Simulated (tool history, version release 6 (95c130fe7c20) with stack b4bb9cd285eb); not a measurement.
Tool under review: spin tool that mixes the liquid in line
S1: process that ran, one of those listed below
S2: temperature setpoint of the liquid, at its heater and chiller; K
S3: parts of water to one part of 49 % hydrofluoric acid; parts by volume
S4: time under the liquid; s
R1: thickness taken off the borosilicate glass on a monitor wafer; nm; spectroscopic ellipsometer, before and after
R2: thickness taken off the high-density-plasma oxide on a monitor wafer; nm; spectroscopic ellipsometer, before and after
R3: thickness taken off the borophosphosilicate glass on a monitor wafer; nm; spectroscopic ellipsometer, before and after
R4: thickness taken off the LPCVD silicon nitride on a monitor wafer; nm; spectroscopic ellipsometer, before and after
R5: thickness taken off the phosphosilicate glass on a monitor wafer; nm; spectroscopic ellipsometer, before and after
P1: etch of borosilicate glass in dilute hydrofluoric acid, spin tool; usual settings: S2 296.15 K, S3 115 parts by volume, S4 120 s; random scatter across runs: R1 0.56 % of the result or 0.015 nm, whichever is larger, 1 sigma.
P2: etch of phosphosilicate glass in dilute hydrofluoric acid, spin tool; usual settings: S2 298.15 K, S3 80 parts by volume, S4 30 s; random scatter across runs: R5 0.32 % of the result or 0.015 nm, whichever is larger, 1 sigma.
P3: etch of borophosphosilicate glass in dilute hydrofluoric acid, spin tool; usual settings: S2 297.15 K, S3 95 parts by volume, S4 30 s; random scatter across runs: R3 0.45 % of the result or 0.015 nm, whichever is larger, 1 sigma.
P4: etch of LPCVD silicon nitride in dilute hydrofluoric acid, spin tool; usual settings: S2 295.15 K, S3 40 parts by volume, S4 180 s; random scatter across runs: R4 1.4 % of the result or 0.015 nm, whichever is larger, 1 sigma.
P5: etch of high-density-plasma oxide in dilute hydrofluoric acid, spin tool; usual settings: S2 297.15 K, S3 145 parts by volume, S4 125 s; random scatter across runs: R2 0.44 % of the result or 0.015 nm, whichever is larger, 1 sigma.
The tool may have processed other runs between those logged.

run 1 hour=9.2 | S1=P1 S2=296.15 S3=115 S4=120 | R1=17.5130
run 2 hour=18.2 | S1=P5 S2=301.15 S3=145 S4=125 | R2=7.3514
run 3 hour=25.2 | S1=P1 S2=296.15 S3=115 S4=120 | R1=17.2890
run 4 hour=35.2 | S1=P3 S2=297.15 S3=95 S4=30 | R3=13.0170
run 5 hour=43.6 | S1=P4 S2=295.15 S3=40 S4=15 | R4=0.16738
run 6 hour=49.6 | S1=P4 S2=295.15 S3=40 S4=180 | R4=1.93350
run 7 hour=55.4 | S1=P3 S2=301.15 S3=95 S4=30 | R3=15.0340
run 8 hour=68.2 | S1=P1 S2=296.15 S3=210 S4=120 | R1=8.5963
run 9 hour=80.0 | S1=P4 S2=295.15 S3=20 S4=180 | R4=3.69920
run 10 hour=92.8 | S1=P2 S2=298.15 S3=80 S4=15 | R5=24.742
run 11 hour=104.7 | S1=P1 S2=296.15 S3=20 S4=120 | R1=111.9100
run 12 hour=115.0 | S1=P5 S2=297.15 S3=145 S4=125 | R2=6.3344
run 13 hour=123.6 | S1=P5 S2=297.15 S3=145 S4=25 | R2=1.2348
run 14 hour=135.4 | S1=P5 S2=297.15 S3=145 S4=125 | R2=6.3375
run 15 hour=141.9 | S1=P1 S2=296.15 S3=185 S4=50 | R1=4.2278
run 16 hour=149.1 | S1=P1 S2=296.15 S3=115 S4=120 | R1=17.5310
run 17 hour=155.0 | S1=P3 S2=297.15 S3=25 S4=30 | R3=53.8540
run 18 hour=164.0 | S1=P1 S2=296.15 S3=115 S4=175 | R1=25.2300
run 19 hour=176.0 | S1=P3 S2=297.15 S3=95 S4=30 | R3=12.9210
run 20 hour=183.0 | S1=P1 S2=296.15 S3=115 S4=120 | R1=17.5650
run 21 hour=195.7 | S1=P1 S2=290.15 S3=115 S4=120 | R1=13.6050
run 22 hour=208.2 | S1=P1 S2=296.15 S3=115 S4=120 | R1=17.3800
run 23 hour=219.4 | S1=P2 S2=298.15 S3=80 S4=30 | R5=49.380
run 24 hour=230.0 | S1=P1 S2=302.65 S3=115 S4=120 | R1=22.3940
run 25 hour=236.8 | S1=P4 S2=300.15 S3=40 S4=180 | R4=2.68760
run 26 hour=247.8 | S1=P3 S2=297.15 S3=95 S4=15 | R3=6.4324
run 27 hour=255.0 | S1=P2 S2=298.15 S3=110 S4=30 | R5=34.435
run 28 hour=263.7 | S1=P1 S2=290.15 S3=115 S4=200 | R1=22.7300
run 29 hour=270.5 | S1=P1 S2=296.15 S3=115 S4=120 | R1=17.2560
run 30 hour=276.2 | S1=P1 S2=296.15 S3=115 S4=60 | R1=8.7049
run 31 hour=287.1 | S1=P5 S2=297.15 S3=255 S4=125 | R2=3.2095
run 32 hour=294.6 | S1=P2 S2=306.15 S3=80 S4=30 | R5=67.238
run 33 hour=307.7 | S1=P1 S2=296.15 S3=115 S4=120 | R1=17.3590
run 34 hour=318.7 | S1=P1 S2=296.15 S3=115 S4=120 | R1=17.8950
run 35 hour=327.4 | S1=P1 S2=296.15 S3=115 S4=120 | R1=18.1700
run 36 hour=336.9 | S1=P1 S2=296.15 S3=115 S4=120 | R1=18.4790
run 37 hour=347.5 | S1=P1 S2=296.15 S3=115 S4=120 | R1=18.5980
run 38 hour=356.0 | S1=P1 S2=296.15 S3=115 S4=120 | R1=18.7500
run 39 hour=367.8 | S1=P1 S2=296.15 S3=115 S4=120 | R1=18.9050
run 40 hour=374.2 | S1=P1 S2=296.15 S3=115 S4=120 | R1=18.8430
run 41 hour=381.2 | S1=P1 S2=296.15 S3=115 S4=120 | R1=18.7850
run 42 hour=394.4 | S1=P1 S2=296.15 S3=115 S4=120 | R1=18.9550

The log shows P1 creeping away from where it was. Any of the 2 causes listed here, at the size stated for it, fits the log just as well as the others:
A: liquid hotter than its thermometer reads (K) = 2.08
B: hydrofluoric acid flow above the setpoint (%) = 7.46
The creep began at about hour 307.7.

The 4 check runs listed below each average the results of 3 wafers, and their outcomes are marked with question marks. Under which run would the listed causes produce clearly different results?
run check 1 hour=407.6 | S1=P5 S2=297.15 S3=145 S4=125 | R2=?
run check 2 hour=407.6 | S1=P3 S2=297.15 S3=95 S4=30 | R3=?
run check 3 hour=407.6 | S1=P2 S2=298.15 S3=80 S4=30 | R5=?
run check 4 hour=407.6 | S1=P4 S2=295.15 S3=40 S4=180 | R4=?

Expected result of each check under each candidate cause:
check=check_1 result=R2 if_A=6.8301 if_B=6.8622
check=check_2 result=R3 if_A=14.0600 if_B=14.0360
check=check_3 result=R5 if_A=53.710 if_B=53.547
check=check_4 result=R4 if_A=2.19750 if_B=2.04470
Minimum pairwise separation of causes per check, each pair taken at its best-separating result: check 1 0.47 %; check 2 0.17 %; check 3 0.3 %; check 4 7.2 %
Only check 4 tells the causes apart: in the others they would give nearly the same result.

Check 4 was carried out, with these results: R4 2.20360 nm. Which of the listed causes is responsible?

The cause is A: liquid hotter than its thermometer reads (K).
